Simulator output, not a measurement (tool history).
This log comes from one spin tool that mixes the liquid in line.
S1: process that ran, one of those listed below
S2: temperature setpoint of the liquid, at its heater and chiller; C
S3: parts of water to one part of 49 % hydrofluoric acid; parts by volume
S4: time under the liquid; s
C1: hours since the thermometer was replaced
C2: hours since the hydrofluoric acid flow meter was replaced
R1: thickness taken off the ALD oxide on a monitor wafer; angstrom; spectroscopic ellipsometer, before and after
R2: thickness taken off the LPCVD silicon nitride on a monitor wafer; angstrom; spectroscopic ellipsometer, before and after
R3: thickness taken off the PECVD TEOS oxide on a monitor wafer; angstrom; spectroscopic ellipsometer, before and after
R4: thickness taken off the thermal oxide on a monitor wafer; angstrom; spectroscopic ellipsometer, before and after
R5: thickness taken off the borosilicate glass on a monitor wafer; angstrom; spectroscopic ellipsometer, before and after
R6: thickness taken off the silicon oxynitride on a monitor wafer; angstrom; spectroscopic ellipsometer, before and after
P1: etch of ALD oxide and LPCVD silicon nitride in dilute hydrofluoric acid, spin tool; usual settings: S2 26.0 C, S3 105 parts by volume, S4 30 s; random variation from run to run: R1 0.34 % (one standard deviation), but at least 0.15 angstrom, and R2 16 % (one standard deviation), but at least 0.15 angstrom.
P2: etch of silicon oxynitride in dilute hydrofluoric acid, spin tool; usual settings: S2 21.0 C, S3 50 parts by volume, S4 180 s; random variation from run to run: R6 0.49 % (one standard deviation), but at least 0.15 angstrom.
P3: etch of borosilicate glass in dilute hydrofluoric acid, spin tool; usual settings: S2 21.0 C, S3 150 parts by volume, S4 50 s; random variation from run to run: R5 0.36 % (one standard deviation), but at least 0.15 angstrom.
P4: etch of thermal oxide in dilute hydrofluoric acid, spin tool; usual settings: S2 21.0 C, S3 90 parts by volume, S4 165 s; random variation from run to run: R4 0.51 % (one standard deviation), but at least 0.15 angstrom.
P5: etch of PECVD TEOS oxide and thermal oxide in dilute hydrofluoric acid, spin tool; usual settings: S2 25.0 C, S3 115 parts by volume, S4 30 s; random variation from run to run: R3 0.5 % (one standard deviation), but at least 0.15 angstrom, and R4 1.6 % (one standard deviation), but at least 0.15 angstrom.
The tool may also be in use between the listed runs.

run 1 hour=9.9 | S1=P1 S2=26.0 S3=105 S4=30 | C1=1037.2 C2=718.9 | R1=69.612 R2=1.43260
run 2 hour=22.8 | S1=P5 S2=25.0 S3=115 S4=50 | C1=1050.1 C2=731.8 | R3=110.460 R4=20.7370
run 3 hour=31.0 | S1=P3 S2=21.0 S3=150 S4=95 | C1=1058.3 C2=740.0 | R5=155.510
run 4 hour=46.4 | S1=P1 S2=26.0 S3=105 S4=30 | C1=1073.7 C2=755.4 | R1=69.994 R2=1.50320
run 5 hour=57.3 | S1=P1 S2=26.0 S3=105 S4=60 | C1=1084.6 C2=766.3 | R1=138.320 R2=3.07860
run 6 hour=69.0 | S1=P1 S2=31.0 S3=105 S4=15 | C1=1096.3 C2=778.0 | R1=41.836 R2=0.88929
run 7 hour=76.7 | S1=P2 S2=28.0 S3=50 S4=180 | C1=1104.0 C2=785.7 | R6=162.8100
run 8 hour=90.1 | S1=P3 S2=21.0 S3=245 S4=50 | C1=1117.4 C2=799.1 | R5=45.160
run 9 hour=106.1 | S1=P5 S2=25.0 S3=115 S4=30 | C1=1133.4 C2=815.1 | R3=66.506 R4=12.5100
run 10 hour=115.0 | S1=P3 S2=21.0 S3=150 S4=50 | C1=1142.3 C2=824.0 | R5=80.920
run 11 hour=129.2 | S1=P3 S2=21.0 S3=150 S4=50 | C1=1156.5 C2=838.2 | R5=81.653
run 12 hour=145.1 | S1=P2 S2=21.0 S3=30 S4=180 | C1=1172.4 C2=854.1 | R6=194.8500
run 13 hour=153.2 | S1=P1 S2=26.0 S3=105 S4=30 | C1=1180.5 C2=862.2 | R1=69.385 R2=1.20250
run 14 hour=162.8 | S1=P1 S2=32.5 S3=105 S4=30 | C1=1190.1 C2=871.8 | R1=88.507 R2=2.09880
run 15 hour=173.7 | S1=P4 S2=21.0 S3=90 S4=165 | C1=1201.0 C2=882.7 | R4=75.6020
run 16 hour=186.3 | S1=P4 S2=21.0 S3=20 S4=165 | C1=1213.6 C2=895.3 | R4=368.9600
run 17 hour=200.8 | S1=P1 S2=26.0 S3=45 S4=30 | C1=1228.1 C2=909.8 | R1=176.020 R2=3.12230
run 18 hour=211.7 | S1=P4 S2=25.0 S3=90 S4=165 | C1=1239.0 C2=920.7 | R4=88.3460
run 19 hour=221.1 | S1=P4 S2=21.0 S3=90 S4=330 | C1=1248.4 C2=930.1 | R4=149.5400
run 20 hour=236.7 | S1=P1 S2=20.5 S3=105 S4=30 | C1=1264.0 C2=945.7 | R1=55.785 R2=1.15640
run 21 hour=250.2 | S1=P1 S2=26.0 S3=105 S4=30 | C1=1277.5 C2=959.2 | R1=69.232 R2=1.33730
run 22 hour=257.5 | S1=P3 S2=28.5 S3=150 S4=50 | C1=1284.8 C2=966.5 | R5=108.200
run 23 hour=270.9 | S1=P1 S2=26.0 S3=105 S4=15 | C1=1298.2 C2=979.9 | R1=34.865 R2=1.05180
run 24 hour=280.6 | S1=P2 S2=21.0 S3=50 S4=15 | C1=1307.9 C2=989.6 | R6=9.4008
run 25 hour=288.6 | S1=P1 S2=20.0 S3=105 S4=50 | C1=1315.9 C2=997.6 | R1=91.317 R2=1.58570
run 26 hour=301.0 | S1=P5 S2=31.0 S3=115 S4=30 | C1=1328.3 C2=1010.0 | R3=83.328 R4=15.5450
run 27 hour=308.4 | S1=P5 S2=25.0 S3=210 S4=30 | C1=1335.7 C2=1017.4 | R3=32.605 R4=5.9567
run 28 hour=321.7 | S1=P5 S2=25.0 S3=115 S4=30 | C1=1349.0 C2=1030.7 | R3=66.414 R4=12.4690
run 29 hour=328.8 | S1=P1 S2=26.0 S3=105 S4=30 | C1=1356.1 C2=1037.8 | R1=69.064 R2=1.19630
run 30 hour=344.1 | S1=P2 S2=21.0 S3=50 S4=180 | C1=1371.4 C2=1053.1 | R6=115.0800
run 31 hour=351.1 | S1=P1 S2=26.0 S3=165 S4=30 | C1=1378.4 C2=1060.1 | R1=41.295 R2=0.95260
run 32 hour=366.9 | S1=P1 S2=26.0 S3=105 S4=30 | C1=1394.2 C2=1075.9 | R1=69.738 R2=1.57800
run 33 hour=374.3 | S1=P1 S2=26.0 S3=105 S4=30 | C1=1401.6 C2=1083.3 | R1=69.575 R2=1.56980
run 34 hour=386.6 | S1=P1 S2=26.0 S3=105 S4=30 | C1=1413.9 C2=1095.6 | R1=72.803 R2=1.29820
run 35 hour=394.6 | S1=P1 S2=26.0 S3=105 S4=30 | C1=1421.9 C2=1103.6 | R1=73.693 R2=1.47460
run 36 hour=407.2 | S1=P1 S2=26.0 S3=105 S4=30 | C1=1434.5 C2=1116.2 | R1=75.432 R2=1.60450
run 37 hour=418.6 | S1=P1 S2=26.0 S3=105 S4=30 | C1=1445.9 C2=1127.6 | R1=75.485 R2=1.51520
run 38 hour=433.5 | S1=P1 S2=26.0 S3=105 S4=30 | C1=1460.8 C2=1142.5 | R1=75.420 R2=1.16380
run 39 hour=442.9 | S1=P1 S2=26.0 S3=105 S4=30 | C1=1470.2 C2=1151.9 | R1=76.248 R2=1.29840
run 40 hour=452.5 | S1=P1 S2=26.0 S3=105 S4=30 | C1=1479.8 C2=1161.5 | R1=76.028 R2=1.42030

Something has made what P1 gives creep away from where it was; the 2 causes below, each at its own stated size, fit the log equally well:
A: hydrofluoric acid flow above the setpoint (%) = 8.31
B: liquid hotter than its thermometer reads (K) = 2.36
The drift started at roughly hour 374.3.

Each of the check runs listed below is run on 2 wafers and reports their average, with the results left as question marks. Pick the one under which the possible causes would lead to clearly different results.
run check 1 hour=462.1 | S1=P3 S2=21.0 S3=150 S4=50 | R5=?
run check 2 hour=462.1 | S1=P5 S2=25.0 S3=115 S4=30 | R3=? R4=?
run check 3 hour=462.1 | S1=P4 S2=21.0 S3=90 S4=165 | R4=?
run check 4 hour=462.1 | S1=P2 S2=21.0 S3=50 S4=180 | R6=?

If the cause were each of the candidates in turn, the checks would give the following:
check=check_1 result=R5 if_A=89.379 if_B=89.352
check=check_2 result=R3 if_A=72.865 if_B=72.857
check=check_2 result=R4 if_A=13.7690 if_B=13.7670
check=check_3 result=R4 if_A=82.2790 if_B=82.9200
check=check_4 result=R6 if_A=125.5800 if_B=129.9400
Gap, in per cent, between the two causes that each check separates least, read from the result that separates them most: check 1 0.03 %; check 2 0.01 %; check 3 0.78 %; check 4 3.41 %
Check 4 tells the causes apart: in the others they would give nearly the same result.

After running check 4, the following was obtained: R6 129.4500 angstrom. Which cause does this point to?

The correct cause is B, namely: liquid hotter than its thermometer reads (K).
